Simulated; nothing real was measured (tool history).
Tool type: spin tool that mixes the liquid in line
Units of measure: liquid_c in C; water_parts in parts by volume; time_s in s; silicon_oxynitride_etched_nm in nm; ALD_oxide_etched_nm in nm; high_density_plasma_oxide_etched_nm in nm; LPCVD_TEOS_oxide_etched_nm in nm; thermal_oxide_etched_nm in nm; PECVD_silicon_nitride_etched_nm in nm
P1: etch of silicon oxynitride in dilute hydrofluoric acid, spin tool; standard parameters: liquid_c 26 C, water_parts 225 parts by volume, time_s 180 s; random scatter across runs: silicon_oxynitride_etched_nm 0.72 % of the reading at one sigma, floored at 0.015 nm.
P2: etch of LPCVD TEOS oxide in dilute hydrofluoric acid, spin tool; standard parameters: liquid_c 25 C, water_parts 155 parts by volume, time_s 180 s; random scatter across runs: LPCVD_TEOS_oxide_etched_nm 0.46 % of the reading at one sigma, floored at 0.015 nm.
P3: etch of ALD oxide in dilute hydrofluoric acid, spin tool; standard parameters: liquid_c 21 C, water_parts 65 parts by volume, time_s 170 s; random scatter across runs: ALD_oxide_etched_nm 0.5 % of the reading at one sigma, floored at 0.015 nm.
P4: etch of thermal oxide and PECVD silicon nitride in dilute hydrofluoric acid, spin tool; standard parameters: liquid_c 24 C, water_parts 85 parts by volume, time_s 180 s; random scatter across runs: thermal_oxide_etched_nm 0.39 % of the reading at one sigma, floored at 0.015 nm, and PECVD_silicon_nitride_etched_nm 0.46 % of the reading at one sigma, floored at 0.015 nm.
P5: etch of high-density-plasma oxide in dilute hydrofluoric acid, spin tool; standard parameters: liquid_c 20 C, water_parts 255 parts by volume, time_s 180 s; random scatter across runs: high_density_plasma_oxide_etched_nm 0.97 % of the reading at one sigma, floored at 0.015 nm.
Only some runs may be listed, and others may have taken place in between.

run,hour,process,liquid_c,water_parts,time_s,hours since the thermometer was replaced,hours since the hydrofluoric acid flow meter was replaced,silicon_oxynitride_etched_nm,ALD_oxide_etched_nm,high_density_plasma_oxide_etched_nm,LPCVD_TEOS_oxide_etched_nm,thermal_oxide_etched_nm,PECVD_silicon_nitride_etched_nm
1,8.2,P1,26,225,180,288.1,113.3,3.7973,,,,,
2,17.5,P1,20.5,225,180,297.4,122.6,3.0012,,,,,
3,29.8,P3,29.5,65,170,309.7,134.9,,62.309,,,,
4,46.2,P3,21,95,170,326.1,151.3,,29.267,,,,
5,62.2,P5,20,255,180,342.1,167.3,,,2.6896,,,
6,77.9,P3,21,65,20,357.8,183,,5.1852,,,,
7,90.3,P1,26,225,180,370.2,195.4,3.8288,,,,,
8,108.9,P5,20,385,180,388.8,214,,,1.6082,,,
9,118.6,P2,25,40,180,398.5,223.7,,,,133.33,,
10,136.7,P1,26,225,180,416.6,241.8,3.7716,,,,,
11,145.6,P1,33,225,275,425.5,250.7,7.7332,,,,,
12,157.3,P4,24,85,180,437.2,262.4,,,,,10.31,4.7346
13,172,P4,20,85,180,451.9,277.1,,,,,8.7924,3.6163
14,187.5,P1,26,225,180,467.4,292.6,3.8518,,,,,
15,195.9,P1,26,400,180,475.8,301,1.8709,,,,,
16,211.5,P2,25,155,15,491.4,316.6,,,,2.4779,,
17,229,P5,20,255,330,508.9,334.1,,,5.0209,,,
18,239.3,P1,26,225,180,519.2,344.4,3.8329,,,,,
19,252.7,P1,26,225,355,532.6,357.8,7.5217,,,,,
20,265.4,P4,24,85,50,545.3,370.5,,,,,2.8945,1.3282
21,281,P3,21,65,170,560.9,386.1,,44.592,,,,
22,294.9,P2,25,155,180,574.8,400,,,,29.498,,
23,303.2,P4,24,50,180,583.1,408.3,,,,,18.292,7.9941
24,321.3,P1,26,105,180,601.2,426.4,9.0862,,,,,
25,331.1,P1,26,225,55,611,436.2,1.1501,,,,,
26,340.7,P5,17,255,180,620.6,445.8,,,2.4322,,,
27,349.8,P2,32,155,180,629.7,454.9,,,,38.831,,
28,364.2,P1,30,225,180,644.1,469.3,4.4813,,,,,
29,378.4,P1,26,225,180,658.3,483.5,3.8423,,,,,
30,393.8,P1,30,370,180,673.7,498.9,2.4524,,,,,
31,410.7,P1,22,115,180,690.6,515.8,6.7945,,,,,
32,427.1,P3,21,65,170,707,532.2,,44.236,,,,
33,439,P1,26,225,180,718.9,544.1,3.8244,,,,,
34,456.4,P1,26,225,180,736.3,561.5,3.9402,,,,,
35,468.3,P1,26,225,180,748.2,573.4,4.0046,,,,,
36,485,P1,26,225,180,764.9,590.1,3.9929,,,,,
37,498.5,P1,26,225,180,778.4,603.6,4.109,,,,,
38,513,P1,26,225,180,792.9,618.1,4.0576,,,,,
39,529.1,P1,26,225,180,809,634.2,4.0742,,,,,
40,537.6,P1,26,225,180,817.5,642.7,4.105,,,,,

P1 has crept away from where it was. The log is fitted equally well by each of these 2 causes, at the sizes shown:
A: liquid hotter than its thermometer reads (K) = 1.58
B: hydrofluoric acid flow above the setpoint (%) = 5.91
At approximately hour 439, the process output began to creep.

Of the 4 check runs listed below, each run on one wafer and each result written as a question mark, which would let you distinguish the listed causes because they would give clearly different results?
check 1,546.1,P2,25,155,180,,,,,,?,,
check 2,546.1,P3,21,65,170,,,,?,,,,
check 3,546.1,P4,24,85,180,,,,,,,?,?
check 4,546.1,P5,20,255,180,,,,,?,,,

If the cause were each of the candidates in turn, the checks would give the following:
check,result,if A,if B
check 1,LPCVD_TEOS_oxide_etched_nm,31.605,31.873
check 2,ALD_oxide_etched_nm,47.458,47.288
check 3,thermal_oxide_etched_nm,10.972,10.977
check 3,PECVD_silicon_nitride_etched_nm,5.31,5.0631
check 4,high_density_plasma_oxide_etched_nm,2.9064,2.9419
Gap, in per cent, between the two causes that each check separates least, read from the result that separates them most: check 1 0.84 %; check 2 0.36 %; check 3 4.76 %; check 4 1.22 %
Check 3 tells the causes apart: in the others they would give nearly the same result.

Check 3 has now been run. It gave: thermal_oxide_etched_nm 10.913 nm; PECVD_silicon_nitride_etched_nm 5.0828 nm. Which of the candidate causes is it?

B is the cause: hydrofluoric acid flow above the setpoint (%).

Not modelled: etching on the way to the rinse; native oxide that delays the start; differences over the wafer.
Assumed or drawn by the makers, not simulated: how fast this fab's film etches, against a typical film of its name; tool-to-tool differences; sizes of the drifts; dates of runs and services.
